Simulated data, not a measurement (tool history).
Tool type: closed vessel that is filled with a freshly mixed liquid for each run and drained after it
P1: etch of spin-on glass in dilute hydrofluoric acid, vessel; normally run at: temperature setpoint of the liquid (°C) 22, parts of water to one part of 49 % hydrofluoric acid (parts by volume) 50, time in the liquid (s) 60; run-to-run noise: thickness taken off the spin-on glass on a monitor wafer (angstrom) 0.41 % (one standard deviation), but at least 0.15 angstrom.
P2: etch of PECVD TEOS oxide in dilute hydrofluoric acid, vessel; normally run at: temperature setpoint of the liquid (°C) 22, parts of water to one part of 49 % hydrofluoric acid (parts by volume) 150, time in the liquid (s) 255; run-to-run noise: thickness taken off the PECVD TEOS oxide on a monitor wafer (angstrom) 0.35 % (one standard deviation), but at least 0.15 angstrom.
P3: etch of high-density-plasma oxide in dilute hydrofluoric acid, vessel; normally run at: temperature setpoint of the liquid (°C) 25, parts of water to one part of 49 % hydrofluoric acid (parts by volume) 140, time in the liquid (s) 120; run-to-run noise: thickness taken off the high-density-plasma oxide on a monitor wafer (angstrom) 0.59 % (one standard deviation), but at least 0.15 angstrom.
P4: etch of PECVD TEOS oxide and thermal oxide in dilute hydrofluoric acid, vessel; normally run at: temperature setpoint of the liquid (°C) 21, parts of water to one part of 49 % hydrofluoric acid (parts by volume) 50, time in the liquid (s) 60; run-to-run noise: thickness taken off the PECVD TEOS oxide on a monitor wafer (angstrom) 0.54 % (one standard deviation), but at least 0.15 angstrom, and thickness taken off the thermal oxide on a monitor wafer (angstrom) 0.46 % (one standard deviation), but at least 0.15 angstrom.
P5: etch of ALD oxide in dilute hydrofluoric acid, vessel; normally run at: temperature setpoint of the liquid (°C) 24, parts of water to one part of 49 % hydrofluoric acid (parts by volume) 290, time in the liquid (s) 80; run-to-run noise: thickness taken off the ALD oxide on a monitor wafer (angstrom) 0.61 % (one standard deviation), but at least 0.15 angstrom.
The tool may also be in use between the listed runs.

run,hour,process that ran,temperature setpoint of the liquid (°C),parts of water to one part of 49 % hydrofluoric acid (parts by volume),time in the liquid (s),hours since the thermometer was replaced,hours since the hydrofluoric acid flow meter was replaced,thickness taken off the spin-on glass on a monitor wafer (angstrom),thickness taken off the ALD oxide on a monitor wafer (angstrom),thickness taken off the PECVD TEOS oxide on a monitor wafer (angstrom),thickness taken off the high-density-plasma oxide on a monitor wafer (angstrom),thickness taken off the thermal oxide on a monitor wafer (angstrom)
1,14.7,P1,22,50,60,718.1,124.7,493.64,,,,
2,21.9,P5,24,290,130,725.3,131.9,,83.07,,,
3,29.2,P2,22,55,255,732.6,139.2,,,799.69,,
4,43.8,P3,25,55,120,747.2,153.8,,,,141.53,
5,56.9,P1,22,50,60,760.3,166.9,495.6,,,,
6,66.6,P2,22,150,255,770,176.6,,,260.93,,
7,74.2,P1,27.5,50,60,777.6,184.2,623.35,,,,
8,83.8,P2,17,150,255,787.2,193.8,,,213.15,,
9,96.9,P1,22,20,60,800.3,206.9,1290.9,,,,
10,109.4,P4,21,20,60,812.8,219.4,,,753.03,,136.49
11,124.2,P3,25,140,120,827.6,234.2,,,,49.842,
12,137,P3,25,140,120,840.4,247,,,,49.695,
13,146.3,P1,22,70,100,849.7,256.3,579.69,,,,
14,159.3,P5,24,520,80,862.7,269.3,,23.26,,,
15,168.1,P1,22,50,95,871.5,278.1,781.39,,,,
# hour 175.1: hydrofluoric acid flow meter replaced
16,180.1,P2,22,150,30,883.5,5.1,,,30.864,,
17,195.6,P5,24,290,80,899,20.6,,51.43,,,
18,205.1,P2,22,150,255,908.5,30.1,,,260.88,,
19,219.7,P5,31.5,290,80,923.1,44.7,,66.973,,,
20,230.3,P1,22,50,30,933.7,55.3,248.1,,,,
21,238.4,P1,17,50,60,941.8,63.4,401.05,,,,
22,253,P4,17,50,60,956.4,78,,,241.64,,44.353
23,265.8,P1,18.5,35,60,969.2,90.8,623.57,,,,
24,276.8,P1,22,30,115,980.2,101.8,1632.9,,,,
25,289.1,P3,17.5,140,120,992.5,114.1,,,,37.494,
26,301.1,P4,21,50,60,1004.5,126.1,,,286.15,,52.367
27,315.2,P1,22,50,60,1018.6,140.2,496,,,,
28,327.4,P1,22,50,60,1030.8,152.4,497.27,,,,
29,336.9,P3,25,140,45,1040.3,161.9,,,,19.05,
30,346.6,P1,22,80,60,1050,171.6,298.03,,,,
31,357,P5,24,290,80,1060.4,182,,51.127,,,
32,368.4,P1,22,50,60,1071.8,193.4,494.37,,,,
33,384.3,P4,21,50,115,1087.7,209.3,,,550.49,,100.6
34,399.7,P1,22,50,60,1103.1,224.7,496.78,,,,
35,408.8,P1,22,50,60,1112.2,233.8,485.57,,,,
36,422.1,P1,22,50,60,1125.5,247.1,466.19,,,,
37,433.4,P1,22,50,60,1136.8,258.4,463.95,,,,
38,445.8,P1,22,50,60,1149.2,270.8,461.41,,,,
39,460.3,P1,22,50,60,1163.7,285.3,461.81,,,,
40,471.1,P1,22,50,60,1174.5,296.1,461.51,,,,

The log shows P1 creeping away from where it was. Any of the 2 causes listed here, at the size stated for it, fits the log just as well as the others:
A: hydrofluoric acid flow below the setpoint (%) = 6.88
B: liquid colder than its thermometer reads (K) = 1.81
Creep in the process output first set in at about hour 399.7.

Below are 4 check runs, each averaged over 2 wafers, with their results shown as question marks. Which of them would give clearly different results depending on which cause is behind the drift?
check 1,481.9,P2,17,150,40,,,,,?,,
check 2,481.9,P3,19.5,140,120,,,,,,?,
check 3,481.9,P5,31,445,80,,,,?,,,
check 4,481.9,P4,21,50,115,,,,,?,,?

Check results expected under each cause:
check,result,if A,if B
check 1,thickness taken off the PECVD TEOS oxide on a monitor wafer (angstrom),30.97,31.19
check 2,thickness taken off the high-density-plasma oxide on a monitor wafer (angstrom),37.16,37.477
check 3,thickness taken off the ALD oxide on a monitor wafer (angstrom),32.637,34.3
check 4,thickness taken off the PECVD TEOS oxide on a monitor wafer (angstrom),511.12,510.57
check 4,thickness taken off the thermal oxide on a monitor wafer (angstrom),93.673,93.571
Distance between the nearest two causes, measured in the result of the check that separates them most: check 1 0.71 %; check 2 0.85 %; check 3 4.97 %; check 4 0.11 %
The other checks would show nearly matching results whichever cause is true, so check 3 is the only one that separates the causes.

Check 3 has now been run. It gave: thickness taken off the ALD oxide on a monitor wafer (angstrom) 32.845. Which of the candidate causes is it?

A is the cause: hydrofluoric acid flow below the setpoint (%).

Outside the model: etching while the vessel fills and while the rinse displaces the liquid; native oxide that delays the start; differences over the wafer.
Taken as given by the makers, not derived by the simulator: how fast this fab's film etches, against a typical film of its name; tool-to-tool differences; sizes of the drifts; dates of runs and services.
